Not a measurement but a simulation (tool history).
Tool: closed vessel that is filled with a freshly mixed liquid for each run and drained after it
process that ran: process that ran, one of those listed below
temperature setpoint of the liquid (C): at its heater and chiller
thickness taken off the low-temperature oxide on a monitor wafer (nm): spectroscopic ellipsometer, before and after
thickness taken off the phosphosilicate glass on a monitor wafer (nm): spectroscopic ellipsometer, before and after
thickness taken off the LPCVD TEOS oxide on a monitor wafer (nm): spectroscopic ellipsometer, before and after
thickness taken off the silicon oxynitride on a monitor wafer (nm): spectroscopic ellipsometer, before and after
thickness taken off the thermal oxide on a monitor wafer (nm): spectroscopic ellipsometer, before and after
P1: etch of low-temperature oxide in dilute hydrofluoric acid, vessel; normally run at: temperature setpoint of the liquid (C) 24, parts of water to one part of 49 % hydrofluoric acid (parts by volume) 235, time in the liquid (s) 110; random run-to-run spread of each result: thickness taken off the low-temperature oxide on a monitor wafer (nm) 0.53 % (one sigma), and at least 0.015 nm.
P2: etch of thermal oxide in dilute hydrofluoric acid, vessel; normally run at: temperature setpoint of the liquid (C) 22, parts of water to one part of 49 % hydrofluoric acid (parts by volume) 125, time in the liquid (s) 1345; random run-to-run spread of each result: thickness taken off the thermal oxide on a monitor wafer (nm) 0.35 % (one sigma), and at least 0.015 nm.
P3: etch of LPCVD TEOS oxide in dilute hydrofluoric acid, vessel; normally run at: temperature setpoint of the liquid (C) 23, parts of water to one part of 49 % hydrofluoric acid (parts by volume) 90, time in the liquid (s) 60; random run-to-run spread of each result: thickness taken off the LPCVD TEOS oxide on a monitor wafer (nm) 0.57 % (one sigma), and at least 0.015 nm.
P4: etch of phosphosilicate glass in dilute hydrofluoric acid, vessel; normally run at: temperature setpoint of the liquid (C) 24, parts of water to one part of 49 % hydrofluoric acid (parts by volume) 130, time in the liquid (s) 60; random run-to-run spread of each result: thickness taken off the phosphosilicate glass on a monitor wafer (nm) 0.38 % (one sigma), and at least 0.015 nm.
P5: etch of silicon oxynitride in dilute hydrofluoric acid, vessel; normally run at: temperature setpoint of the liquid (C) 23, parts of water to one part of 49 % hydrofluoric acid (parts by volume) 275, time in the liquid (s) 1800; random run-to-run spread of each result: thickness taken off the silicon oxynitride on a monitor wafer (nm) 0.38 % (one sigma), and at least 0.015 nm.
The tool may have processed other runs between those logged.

run	hour	process that ran	temperature setpoint of the liquid (C)	parts of water to one part of 49 % hydrofluoric acid (parts by volume)	time in the liquid (s)	hours since the thermometer was replaced	hours since the hydrofluoric acid flow meter was replaced	thickness taken off the low-temperature oxide on a monitor wafer (nm)	thickness taken off the phosphosilicate glass on a monitor wafer (nm)	thickness taken off the LPCVD TEOS oxide on a monitor wafer (nm)	thickness taken off the silicon oxynitride on a monitor wafer (nm)	thickness taken off the thermal oxide on a monitor wafer (nm)
1	16.4	P1	24	235	110	510.3	1361.1	7.1044				
2	24.6	P4	24	130	60	518.5	1369.3		71.227			
3	42.3	P3	23	90	100	536.2	1387			40.614		
4	52.1	P5	30.5	275	1800	546	1396.8				14.97	
5	69	P1	24	235	110	562.9	1413.7	7.1307				
# hour 69.2: thermometer replaced
6	86.6	P2	22	125	260	17.4	1431.3					8.389
7	96.4	P3	23	90	60	27.2	1441.1			24.809		
8	106.4	P3	30.5	90	60	37.2	1451.1			33.272		
9	119	P2	27.5	125	1345	49.8	1463.7					53.509
10	130.5	P1	32	235	110	61.3	1475.2	9.3134				
11	141.4	P1	24	235	55	72.2	1486.1	3.5831				
12	154.1	P5	23	100	1800	84.9	1498.8				34.302	
13	162.1	P5	23	275	3560	92.9	1506.8				21.621	
14	170.4	P1	24	235	110	101.2	1515.1	7.1832				
15	185.3	P1	24	325	110	116.1	1530	4.7548				
16	193.2	P4	32	130	60	124	1537.9		95.899			
17	211.4	P3	23	90	60	142.2	1556.1			24.691		
18	223.8	P1	28	235	185	154.6	1568.5	13.706				
19	238	P3	23	135	60	168.8	1582.7			15.439		
20	254.8	P1	24	145	110	185.6	1599.5	12.634				
21	264.1	P1	24	235	110	194.9	1608.8	7.1107				
22	277.3	P2	22	185	1345	208.1	1622					27.402
23	294.7	P4	24	215	60	225.5	1639.4		39.406			
24	310.9	P2	22	125	1345	241.7	1655.6					43.643
25	324.1	P5	23	275	1800	254.9	1668.8				10.947	
26	335.7	P1	17	235	110	266.5	1680.4	5.4675				
27	348.3	P4	24	130	30	279.1	1693		35.598			
28	365.7	P1	24	235	215	296.5	1710.4	13.954				
29	383.3	P1	24	235	110	314.1	1728	7.0875				
30	400.1	P1	24	235	110	330.9	1744.8	6.8445				
31	413.4	P1	24	235	110	344.2	1758.1	6.7561				
32	429.6	P1	24	235	110	360.4	1774.3	6.6297				
33	443.8	P1	24	235	110	374.6	1788.5	6.6601				
34	457.7	P1	24	235	110	388.5	1802.4	6.5867				
35	470.7	P1	24	235	110	401.5	1815.4	6.5779				

P1 no longer gives what it gave before; its output has crept away from where it was. The following 2 causes, each at its listed size, fit the log equally well:
A: hydrofluoric acid flow below the setpoint (%) = 5.59
B: liquid colder than its thermometer reads (K) = 1.97
The creep began at about hour 383.3.

The check runs listed below each take one wafer, and their results are still question marks. Under which run would the listed causes lead to clearly different results?
check 1	483.7	P5	23	115	1800						?	
check 2	483.7	P4	32	200	60				?			
check 3	483.7	P3	27	130	60					?		
check 4	483.7	P2	22	175	355							?

What each check would give under each cause:
check	result	if A	if B
check 1	thickness taken off the silicon oxynitride on a monitor wafer (nm)	27.606	26.764
check 2	thickness taken off the phosphosilicate glass on a monitor wafer (nm)	52.812	53.09
check 3	thickness taken off the LPCVD TEOS oxide on a monitor wafer (nm)	17.712	17.577
check 4	thickness taken off the thermal oxide on a monitor wafer (nm)	7.2403	7.1827
Separation of the two closest causes in each check, using whichever result separates them best: check 1 3.1 %; check 2 0.52 %; check 3 0.77 %; check 4 0.8 %
Check 1 distinguishes between the causes, while the remaining checks would return nearly the same result for all of them.

Running check 1 produced the following: thickness taken off the silicon oxynitride on a monitor wafer (nm) 26.918. Which one of the listed causes fits?

The cause is B: liquid colder than its thermometer reads (K).
